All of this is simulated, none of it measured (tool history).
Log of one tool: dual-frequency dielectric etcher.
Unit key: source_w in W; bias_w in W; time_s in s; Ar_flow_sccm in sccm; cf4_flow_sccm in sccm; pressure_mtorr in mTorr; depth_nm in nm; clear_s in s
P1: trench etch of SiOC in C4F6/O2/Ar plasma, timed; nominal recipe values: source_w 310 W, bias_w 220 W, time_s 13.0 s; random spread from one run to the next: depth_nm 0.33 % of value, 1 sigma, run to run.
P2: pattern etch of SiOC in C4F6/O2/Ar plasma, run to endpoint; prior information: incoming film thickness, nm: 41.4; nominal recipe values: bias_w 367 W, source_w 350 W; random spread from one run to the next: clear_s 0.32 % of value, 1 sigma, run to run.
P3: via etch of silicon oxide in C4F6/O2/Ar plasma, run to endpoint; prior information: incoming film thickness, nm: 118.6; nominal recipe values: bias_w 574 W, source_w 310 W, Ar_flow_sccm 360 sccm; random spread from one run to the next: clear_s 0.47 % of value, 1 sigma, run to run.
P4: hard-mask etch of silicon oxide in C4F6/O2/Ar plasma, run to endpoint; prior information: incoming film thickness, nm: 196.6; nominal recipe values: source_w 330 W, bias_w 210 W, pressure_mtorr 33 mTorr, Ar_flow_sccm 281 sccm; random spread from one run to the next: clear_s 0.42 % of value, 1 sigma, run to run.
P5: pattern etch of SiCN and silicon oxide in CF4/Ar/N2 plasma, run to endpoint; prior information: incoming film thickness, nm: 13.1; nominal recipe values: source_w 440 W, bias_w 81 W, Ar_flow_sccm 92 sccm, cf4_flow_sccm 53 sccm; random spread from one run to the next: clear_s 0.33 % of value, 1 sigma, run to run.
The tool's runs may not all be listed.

run	day	process	source_w	bias_w	time_s	Ar_flow_sccm	cf4_flow_sccm	pressure_mtorr	depth_nm	clear_s
1	0.279	P1	310	220	13.0				25.716	
2	0.471	P5	440	104		92	53			13.625
3	0.750	P1	310	147	13.0				22.710	
4	1.017	P1	210	220	13.0				22.390	
5	1.229	P2	200	367						20.312
6	1.396	P3	310	574		272				27.064
7	1.708	P5	440	81		92	53			14.926
8	1.875	P1	310	220	13.0				25.923	
9	2.129	P3	310	574		360				28.093
10	2.296	P2	350	367						16.502
11	2.475	P1	310	220	13.0				25.927	
12	2.767	P4	330	210		281		27		61.493
13	2.958	P4	330	210		281		33		62.753
14	3.200	P5	440	81		65	53			14.275
15	3.517	P4	330	210		195		33		60.221
16	3.842	P4	330	152		281		33		69.766
17	4.100	P3	420	574		360				25.016
18	4.425	P2	350	367						16.499
19	4.762	P1	210	220	10.0				17.171	
20	5.029	P1	310	220	18.5				36.625	
21	5.221	P2	350	259						18.727
22	5.383	P5	620	81		92	53			11.089
23	5.688	P1	310	220	8.5				16.935	
24	5.946	P1	310	269	13.0				27.732	
25	6.150	P5	440	81		92	39			15.695
26	6.388	P1	370	220	13.0				27.653	
27	6.675	P3	310	701		360				25.768
28	6.850	P1	310	220	13.0				25.802	
29	7.054	P4	420	210		281		33		57.511
30	7.292	P1	310	220	13.0				25.913	
31	7.617	P1	310	220	13.0				26.170	
32	7.904	P1	310	220	13.0				26.214	
33	8.238	P1	310	220	13.0				26.215	
# day 8.283: wet clean of the chamber
34	8.479	P1	310	220	13.0				26.142	
35	8.704	P1	310	220	13.0				26.331	
36	8.992	P1	310	220	13.0				26.169	
37	9.338	P1	310	220	13.0				26.221	
38	9.529	P1	310	220	13.0				26.224	
39	9.712	P1	310	220	13.0				26.385	
40	10.012	P1	310	220	13.0				26.167	

Something has made what P1 gives creep away from where it was; the 2 causes below, each at its own stated size, fit the log equally well:
A: bias power that arrives over what is set, % = 5
B: source power that arrives over what is set, % = 4.39
The drift started at roughly day 7.292.
Why every other cause is out:
chamber walls in a state that raises the etch rate, %: its service at day 8.283 followed the start of the drift and did not put the process back to its old value

Of the 4 check runs below, each run on 2 wafers with the results averaged and each result still a question mark, which one would tell the listed causes apart?
check 1	10.312	P5	440	81		72	40			?
check 2	10.312	P2	210	367						?
check 3	10.312	P4	400	168		281		33		?
check 4	10.312	P3	360	669		360				?

Predicted outcomes, by check and by cause:
check	result	if A	if B
check 1	clear_s	14.770	14.477
check 2	clear_s	19.590	19.632
check 3	clear_s	61.765	61.669
check 4	clear_s	24.392	24.477
Separation of the two closest causes in each check, using whichever result separates them best: check 1 2 %; check 2 0.21 %; check 3 0.16 %; check 4 0.35 %
Check 1 tells the causes apart: in the others they would give nearly the same result.

With check 1 done, the readings were: clear_s 14.794 s. Identify which of the listed causes applies.

It was cause A: bias power that arrives over what is set, %.

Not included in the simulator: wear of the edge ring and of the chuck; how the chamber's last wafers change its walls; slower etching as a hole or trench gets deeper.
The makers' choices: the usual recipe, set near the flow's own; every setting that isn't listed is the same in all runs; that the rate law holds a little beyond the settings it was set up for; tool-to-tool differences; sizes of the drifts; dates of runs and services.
